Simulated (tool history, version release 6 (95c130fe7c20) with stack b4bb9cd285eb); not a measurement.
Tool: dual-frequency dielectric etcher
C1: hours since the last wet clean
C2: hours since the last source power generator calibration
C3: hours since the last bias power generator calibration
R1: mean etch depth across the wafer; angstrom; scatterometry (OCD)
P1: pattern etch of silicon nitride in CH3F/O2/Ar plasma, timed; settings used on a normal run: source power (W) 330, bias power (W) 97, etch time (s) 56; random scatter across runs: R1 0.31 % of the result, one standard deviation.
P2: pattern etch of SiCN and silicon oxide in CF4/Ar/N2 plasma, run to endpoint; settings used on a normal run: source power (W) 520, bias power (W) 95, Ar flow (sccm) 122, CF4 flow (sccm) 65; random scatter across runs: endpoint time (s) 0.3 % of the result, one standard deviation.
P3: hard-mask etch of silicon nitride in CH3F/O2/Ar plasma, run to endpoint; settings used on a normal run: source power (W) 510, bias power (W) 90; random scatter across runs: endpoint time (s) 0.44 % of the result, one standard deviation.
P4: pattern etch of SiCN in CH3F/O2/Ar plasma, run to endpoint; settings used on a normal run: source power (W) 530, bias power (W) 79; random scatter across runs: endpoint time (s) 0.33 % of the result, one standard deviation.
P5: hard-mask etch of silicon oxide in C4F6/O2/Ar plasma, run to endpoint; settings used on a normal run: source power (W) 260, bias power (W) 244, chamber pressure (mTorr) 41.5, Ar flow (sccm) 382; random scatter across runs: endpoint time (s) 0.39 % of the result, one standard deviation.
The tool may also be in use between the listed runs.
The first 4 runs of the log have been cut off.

{"run": 5, "hour": 18.3, "process that ran": "P1", "source power (W)": 330, "bias power (W)": 97, "etch time (s)": 56, "C1": 266.2, "C2": 1284.9, "C3": 461.7, "R1": 407.2}
{"run": 6, "hour": 23.0, "process that ran": "P1", "source power (W)": 430, "bias power (W)": 97, "etch time (s)": 56, "C1": 270.9, "C2": 1289.6, "C3": 466.4, "R1": 446.24}
{"run": 7, "hour": 27.5, "process that ran": "P1", "source power (W)": 330, "bias power (W)": 97, "etch time (s)": 73, "C1": 275.4, "C2": 1294.1, "C3": 470.9, "R1": 530.21}
{"hour": 29.0, "done": "bias power generator calibrated"}
{"run": 8, "hour": 32.8, "process that ran": "P2", "source power (W)": 520, "bias power (W)": 95, "Ar flow (sccm)": 122, "CF4 flow (sccm)": 52, "C1": 280.7, "C2": 1299.4, "C3": 3.9, "endpoint time (s)": 14.659}
{"run": 9, "hour": 35.8, "process that ran": "P3", "source power (W)": 510, "bias power (W)": 90, "C1": 283.7, "C2": 1302.4, "C3": 6.9, "endpoint time (s)": 60.954}
{"run": 10, "hour": 38.7, "process that ran": "P1", "source power (W)": 330, "bias power (W)": 65, "etch time (s)": 56, "C1": 286.6, "C2": 1305.3, "C3": 9.8, "R1": 351.96}
{"run": 11, "hour": 42.8, "process that ran": "P1", "source power (W)": 330, "bias power (W)": 121, "etch time (s)": 56, "C1": 290.7, "C2": 1309.4, "C3": 13.9, "R1": 442.34}
{"hour": 44.6, "done": "source power generator calibrated"}
{"run": 12, "hour": 46.5, "process that ran": "P3", "source power (W)": 510, "bias power (W)": 55, "C1": 294.4, "C2": 2, "C3": 17.6, "endpoint time (s)": 71.65}
{"run": 13, "hour": 49.1, "process that ran": "P4", "source power (W)": 530, "bias power (W)": 79, "C1": 297, "C2": 4.6, "C3": 20.2, "endpoint time (s)": 15.59}
{"run": 14, "hour": 51.6, "process that ran": "P5", "source power (W)": 260, "bias power (W)": 244, "chamber pressure (mTorr)": 25.5, "Ar flow (sccm)": 382, "C1": 299.5, "C2": 7.1, "C3": 22.7, "endpoint time (s)": 68.139}
{"run": 15, "hour": 56.3, "process that ran": "P5", "source power (W)": 260, "bias power (W)": 244, "chamber pressure (mTorr)": 41.5, "Ar flow (sccm)": 382, "C1": 304.2, "C2": 11.8, "C3": 27.4, "endpoint time (s)": 72.063}
{"run": 16, "hour": 60.3, "process that ran": "P5", "source power (W)": 260, "bias power (W)": 161, "chamber pressure (mTorr)": 41.5, "Ar flow (sccm)": 382, "C1": 308.2, "C2": 15.8, "C3": 31.4, "endpoint time (s)": 82.235}
{"run": 17, "hour": 62.8, "process that ran": "P2", "source power (W)": 300, "bias power (W)": 95, "Ar flow (sccm)": 122, "CF4 flow (sccm)": 65, "C1": 310.7, "C2": 18.3, "C3": 33.9, "endpoint time (s)": 23.048}
{"run": 18, "hour": 67.7, "process that ran": "P4", "source power (W)": 730, "bias power (W)": 79, "C1": 315.6, "C2": 23.2, "C3": 38.8, "endpoint time (s)": 13.849}
{"run": 19, "hour": 72.8, "process that ran": "P2", "source power (W)": 520, "bias power (W)": 95, "Ar flow (sccm)": 122, "CF4 flow (sccm)": 65, "C1": 320.7, "C2": 28.3, "C3": 43.9, "endpoint time (s)": 14.205}
{"run": 20, "hour": 77.0, "process that ran": "P2", "source power (W)": 520, "bias power (W)": 123, "Ar flow (sccm)": 122, "CF4 flow (sccm)": 65, "C1": 324.9, "C2": 32.5, "C3": 48.1, "endpoint time (s)": 12.879}

Run 21 has not been measured yet. What should we expect?
{"run": 21, "hour": 81.5, "process that ran": "P2", "source power (W)": 520, "bias power (W)": 95, "Ar flow (sccm)": 122, "CF4 flow (sccm)": 65, "C1": 329.4, "C2": 37, "C3": 52.6, "endpoint time (s)": "?"}

endpoint time (s): 14.207
